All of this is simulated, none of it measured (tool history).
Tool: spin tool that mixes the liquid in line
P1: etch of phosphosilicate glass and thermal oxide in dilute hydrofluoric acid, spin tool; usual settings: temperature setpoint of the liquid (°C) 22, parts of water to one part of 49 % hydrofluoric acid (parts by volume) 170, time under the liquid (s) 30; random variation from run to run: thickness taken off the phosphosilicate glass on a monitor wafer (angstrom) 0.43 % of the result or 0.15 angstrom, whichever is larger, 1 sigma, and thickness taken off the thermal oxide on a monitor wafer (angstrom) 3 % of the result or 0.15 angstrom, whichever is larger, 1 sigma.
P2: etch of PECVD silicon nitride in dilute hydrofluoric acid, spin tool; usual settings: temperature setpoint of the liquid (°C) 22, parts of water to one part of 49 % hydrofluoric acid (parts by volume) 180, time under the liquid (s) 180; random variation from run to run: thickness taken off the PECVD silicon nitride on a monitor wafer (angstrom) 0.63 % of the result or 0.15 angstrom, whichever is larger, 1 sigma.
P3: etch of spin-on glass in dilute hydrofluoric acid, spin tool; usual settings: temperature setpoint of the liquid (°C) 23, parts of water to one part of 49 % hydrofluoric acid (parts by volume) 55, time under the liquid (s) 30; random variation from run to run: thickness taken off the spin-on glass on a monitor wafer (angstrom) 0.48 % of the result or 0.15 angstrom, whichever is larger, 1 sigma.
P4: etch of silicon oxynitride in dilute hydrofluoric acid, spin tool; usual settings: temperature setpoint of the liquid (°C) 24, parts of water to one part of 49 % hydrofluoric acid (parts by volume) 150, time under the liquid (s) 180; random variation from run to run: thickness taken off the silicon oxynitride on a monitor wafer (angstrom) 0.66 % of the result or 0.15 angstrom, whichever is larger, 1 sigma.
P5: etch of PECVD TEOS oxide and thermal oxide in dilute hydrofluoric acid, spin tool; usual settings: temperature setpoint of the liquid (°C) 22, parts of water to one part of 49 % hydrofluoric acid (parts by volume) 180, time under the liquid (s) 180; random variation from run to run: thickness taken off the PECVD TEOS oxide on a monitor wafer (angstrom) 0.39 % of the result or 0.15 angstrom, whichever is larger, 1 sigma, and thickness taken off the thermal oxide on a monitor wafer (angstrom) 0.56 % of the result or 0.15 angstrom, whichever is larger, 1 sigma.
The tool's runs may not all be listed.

| run | hour | process that ran | temperature setpoint of the liquid (°C) | parts of water to one part of 49 % hydrofluoric acid (parts by volume) | time under the liquid (s) | hours since the thermometer was replaced | hours since the hydrofluoric acid flow meter was replaced | thickness taken off the phosphosilicate glass on a monitor wafer (angstrom) | thickness taken off the thermal oxide on a monitor wafer (angstrom) | thickness taken off the PECVD TEOS oxide on a monitor wafer (angstrom) | thickness taken off the silicon oxynitride on a monitor wafer (angstrom) | thickness taken off the spin-on glass on a monitor wafer (angstrom) | thickness taken off the PECVD silicon nitride on a monitor wafer (angstrom) |
|---|---|---|---|---|---|---|---|---|---|---|---|---|---|
| 1 | 7.2 | P1 | 22 | 170 | 30 | 433.8 | 740.3 | 151.92 | 7.1347 |  |  |  |  |
| 2 | 12.6 | P5 | 17 | 180 | 180 | 439.2 | 745.7 |  | 32.996 | 126.83 |  |  |  |
| 3 | 19.7 | P4 | 28.5 | 150 | 180 | 446.3 | 752.8 |  |  |  | 38.29 |  |  |
| 4 | 23.5 | P3 | 23 | 20 | 30 | 450.1 | 756.6 |  |  |  |  | 1054.9 |  |
| 5 | 28 | P1 | 17 | 75 | 30 | 454.6 | 761.1 | 309.52 | 14.454 |  |  |  |  |
| 6 | 31.6 | P1 | 22 | 170 | 45 | 458.2 | 764.7 | 224.43 | 11 |  |  |  |  |
| 7 | 38.9 | P2 | 22 | 180 | 180 | 465.5 | 772 |  |  |  |  |  | 49.776 |
| 8 | 44.2 | P5 | 22 | 180 | 180 | 470.8 | 777.3 |  | 39.675 | 155.26 |  |  |  |
| 9 | 50.9 | P2 | 26.5 | 180 | 180 | 477.5 | 784 |  |  |  |  |  | 66.152 |
| 10 | 58.4 | P1 | 17 | 170 | 30 | 485 | 791.5 | 122.56 | 6.2046 |  |  |  |  |
| 11 | 62.6 | P1 | 22 | 170 | 30 | 489.2 | 795.7 | 150.99 | 7.3754 |  |  |  |  |
| 12 | 67.8 | P3 | 23 | 55 | 60 | 494.4 | 800.9 |  |  |  |  | 734.54 |  |
| 13 | 75.1 | P1 | 22 | 170 | 30 | 501.7 | 808.2 | 151.62 | 7.3716 |  |  |  |  |
| 14 | 81.9 | P4 | 24 | 150 | 180 | 508.5 | 815 |  |  |  | 31.823 |  |  |
| 15 | 86.1 | P1 | 22 | 235 | 30 | 512.7 | 819.2 | 102.4 | 4.6475 |  |  |  |  |
| 16 | 92.9 | P5 | 22 | 90 | 180 | 519.5 | 826 |  | 87.36 | 341 |  |  |  |
| 17 | 98.6 | P3 | 17 | 55 | 30 | 525.2 | 831.7 |  |  |  |  | 283.43 |  |
| 18 | 102.6 | P1 | 22 | 170 | 30 | 529.2 | 835.7 | 151.59 | 7.3951 |  |  |  |  |
| 19 | 105.9 | P1 | 22 | 40 | 30 | 532.5 | 839 | 748.18 | 35.751 |  |  |  |  |
| 20 | 109.6 | P1 | 22 | 110 | 15 | 536.2 | 842.7 | 124.45 | 5.8688 |  |  |  |  |
| 21 | 114.5 | P2 | 22 | 300 | 180 | 541.1 | 847.6 |  |  |  |  |  | 29.712 |
| 22 | 119.3 | P1 | 27 | 170 | 30 | 545.9 | 852.4 | 182.79 | 8.8931 |  |  |  |  |
| 23 | 125.4 | P1 | 22 | 170 | 30 | 552 | 858.5 | 150.68 | 7.1713 |  |  |  |  |
| 24 | 131.5 | P4 | 24 | 260 | 180 | 558.1 | 864.6 |  |  |  | 16.922 |  |  |
| 25 | 136.9 | P4 | 24 | 150 | 325 | 563.5 | 870 |  |  |  | 56.961 |  |  |
| 26 | 141.7 | P1 | 22 | 170 | 15 | 568.3 | 874.8 | 75.233 | 3.6059 |  |  |  |  |
| 27 | 146.8 | P1 | 22 | 170 | 30 | 573.4 | 879.9 | 152.16 | 6.9751 |  |  |  |  |
| 28 | 152.8 | P4 | 24 | 150 | 180 | 579.4 | 885.9 |  |  |  | 31.385 |  |  |
| 29 | 159.6 | P2 | 22 | 180 | 180 | 586.2 | 892.7 |  |  |  |  |  | 49.503 |
|  | 159.7 | thermometer replaced |
| 30 | 166.9 | P3 | 23 | 55 | 30 | 7.2 | 900 |  |  |  |  | 369.37 |  |
| 31 | 173.4 | P2 | 22 | 180 | 55 | 13.7 | 906.5 |  |  |  |  |  | 15.146 |
| 32 | 178 | P5 | 22 | 180 | 15 | 18.3 | 911.1 |  | 3.3345 | 12.987 |  |  |  |
| 33 | 182 | P5 | 22 | 180 | 180 | 22.3 | 915.1 |  | 40.042 | 154.54 |  |  |  |
| 34 | 187.6 | P1 | 22 | 170 | 30 | 27.9 | 920.7 | 152.29 | 7.3293 |  |  |  |  |
| 35 | 194.3 | P1 | 22 | 170 | 30 | 34.6 | 927.4 | 156.09 | 7.2244 |  |  |  |  |
| 36 | 201.5 | P1 | 22 | 170 | 30 | 41.8 | 934.6 | 157.38 | 7.4269 |  |  |  |  |
| 37 | 208.8 | P1 | 22 | 170 | 30 | 49.1 | 941.9 | 159.39 | 7.5715 |  |  |  |  |
| 38 | 213 | P1 | 22 | 170 | 30 | 53.3 | 946.1 | 160.62 | 8.0505 |  |  |  |  |
| 39 | 219.4 | P1 | 22 | 170 | 30 | 59.7 | 952.5 | 160.58 | 7.8093 |  |  |  |  |
| 40 | 225.4 | P1 | 22 | 170 | 30 | 65.7 | 958.5 | 162.68 | 7.4896 |  |  |  |  |
| 41 | 229.7 | P1 | 22 | 170 | 30 | 70 | 962.8 | 162.55 | 7.4938 |  |  |  |  |
| 42 | 236.2 | P1 | 22 | 170 | 30 | 76.5 | 969.3 | 161.51 | 7.5553 |  |  |  |  |
| 43 | 241 | P1 | 22 | 170 | 30 | 81.3 | 974.1 | 161.97 | 7.7068 |  |  |  |  |

What P1 gives has crept away from where it was. These 2 causes fit the log equally well, each at the size given:
A: hydrofluoric acid flow above the setpoint (%) = 6.24
B: liquid hotter than its thermometer reads (K) = 1.87
The creep began at about hour 187.6.

4 check runs are offered, one wafer each, their results left as question marks. Which one tells the causes apart?
| check 1 | 245.8 | P3 | 23 | 55 | 30 |  |  |  |  |  |  | ? |  |
| check 2 | 245.8 | P2 | 22 | 180 | 180 |  |  |  |  |  |  |  | ? |
| check 3 | 245.8 | P4 | 24 | 150 | 180 |  |  |  |  |  | ? |  |  |
| check 4 | 245.8 | P5 | 22 | 180 | 180 |  |  |  | ? | ? |  |  |  |

What each check would give under each cause:
| check | result | if A | if B |
|---|---|---|---|
| check 1 | thickness taken off the spin-on glass on a monitor wafer (angstrom) | 391.71 | 396.45 |
| check 2 | thickness taken off the PECVD silicon nitride on a monitor wafer (angstrom) | 52.688 | 56 |
| check 3 | thickness taken off the silicon oxynitride on a monitor wafer (angstrom) | 34.011 | 34.61 |
| check 4 | thickness taken off the thermal oxide on a monitor wafer (angstrom) | 42.598 | 42.561 |
| check 4 | thickness taken off the PECVD TEOS oxide on a monitor wafer (angstrom) | 165.93 | 165.78 |
How far apart the two closest causes lie, in the result that separates them most: check 1 1.2 %; check 2 6.1 %; check 3 1.75 %; check 4 0.09 %
Only check 2 tells the causes apart: in the others they would give nearly the same result.

Then check 2 was run and gave: thickness taken off the PECVD silicon nitride on a monitor wafer (angstrom) 55.994. Which cause is it?

It is B: liquid hotter than its thermometer reads (K).
